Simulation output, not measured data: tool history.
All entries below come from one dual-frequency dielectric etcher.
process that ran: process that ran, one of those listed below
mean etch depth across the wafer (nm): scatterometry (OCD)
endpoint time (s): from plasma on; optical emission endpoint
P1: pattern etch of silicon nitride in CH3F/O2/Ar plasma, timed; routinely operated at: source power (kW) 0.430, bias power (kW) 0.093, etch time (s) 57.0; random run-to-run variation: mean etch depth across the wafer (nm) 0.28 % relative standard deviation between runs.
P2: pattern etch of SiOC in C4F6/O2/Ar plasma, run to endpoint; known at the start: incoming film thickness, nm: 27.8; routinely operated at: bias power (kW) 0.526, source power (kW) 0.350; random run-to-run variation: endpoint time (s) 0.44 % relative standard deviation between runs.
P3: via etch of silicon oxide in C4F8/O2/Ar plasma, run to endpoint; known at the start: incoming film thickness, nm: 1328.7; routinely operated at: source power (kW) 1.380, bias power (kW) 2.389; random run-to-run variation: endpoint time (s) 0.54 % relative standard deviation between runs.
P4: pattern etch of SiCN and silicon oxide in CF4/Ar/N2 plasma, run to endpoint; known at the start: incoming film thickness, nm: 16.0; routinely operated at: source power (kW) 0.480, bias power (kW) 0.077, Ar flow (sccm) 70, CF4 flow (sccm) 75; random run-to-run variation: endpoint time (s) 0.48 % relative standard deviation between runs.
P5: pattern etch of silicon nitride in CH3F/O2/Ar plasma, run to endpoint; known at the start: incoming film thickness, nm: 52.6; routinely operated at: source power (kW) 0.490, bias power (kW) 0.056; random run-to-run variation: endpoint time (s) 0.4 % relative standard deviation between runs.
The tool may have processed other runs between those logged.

run   hour  process that ran  source power (kW)  bias power (kW)  etch time (s)  Ar flow (sccm)  CF4 flow (sccm)  mean etch depth across the wafer (nm)  endpoint time (s)
  1    8.3                P1              0.430            0.093           57.0                                                                  42.764
  2   23.1                P3              1.380            1.406                                                                                                  331.3900
  3   32.5                P1              0.600            0.093           57.0                                                                  48.471
  4   43.6                P5              0.490            0.070                                                                                                   69.8900
  5   53.9                P1              0.430            0.057           57.0                                                                  36.121
  6   65.3                P1              0.540            0.093           39.0                                                                  31.875
  7   75.9                P5              0.320            0.056                                                                                                   88.8670
  8   85.9                P4              0.480            0.077                             70               75                                                   16.1010
  9   94.1                P4              0.480            0.077                             70               56                                                   16.5650
 10  106.6                P1              0.430            0.093           57.0                                                                  42.622
 11  119.9                P1              0.430            0.093           37.5                                                                  28.028
 12  128.2                P4              0.480            0.077                             98               75                                                   16.6020
 13  138.5                P4              0.480            0.077                             70               75                                                   16.1090
 14  150.9                P2              0.460            0.526                                                                                                    8.7212
 15  163.2                P1              0.430            0.093           57.0                                                                  42.724
 16  177.3                P1              0.430            0.120           57.0                                                                  46.981
 17  191.2                P4              0.340            0.077                             70               75                                                   21.6720
 18  199.8                P5              0.490            0.056                                                                                                   75.9500
 19  212.9                P1              0.430            0.093           57.0                                                                  42.687
 20  224.2                P1              0.430            0.093           79.5                                                                  59.493
     237.5  -- source power generator calibrated
 21  239.1                P5              0.490            0.056                                                                                                   75.3800
 22  250.3                P2              0.350            0.526                                                                                                    9.7095
 23  259.0                P1              0.430            0.093           57.0                                                                  42.730
 24  272.7                P4              0.480            0.100                             70               75                                                   14.6180
 25  281.1                P2              0.350            0.383                                                                                                   10.8450
 26  290.5                P1              0.430            0.117           31.5                                                                  25.752
 27  298.4                P3              1.880            2.389                                                                                                  252.8700
 28  309.3                P1              0.250            0.093           57.0                                                                  34.800
 29  318.1                P3              1.380            2.389                                                                                                  285.5800
 30  328.8                P1              0.430            0.093           57.0                                                                  42.552
 31  341.0                P1              0.430            0.093           57.0                                                                  42.198
 32  351.4                P1              0.430            0.093           57.0                                                                  42.166
 33  363.9                P1              0.430            0.093           57.0                                                                  42.298

Run 34 has not been measured yet. What should we expect?
 34  373.5                P1              0.430            0.093           57.0                                                                       ?

mean etch depth across the wafer (nm): 42.071
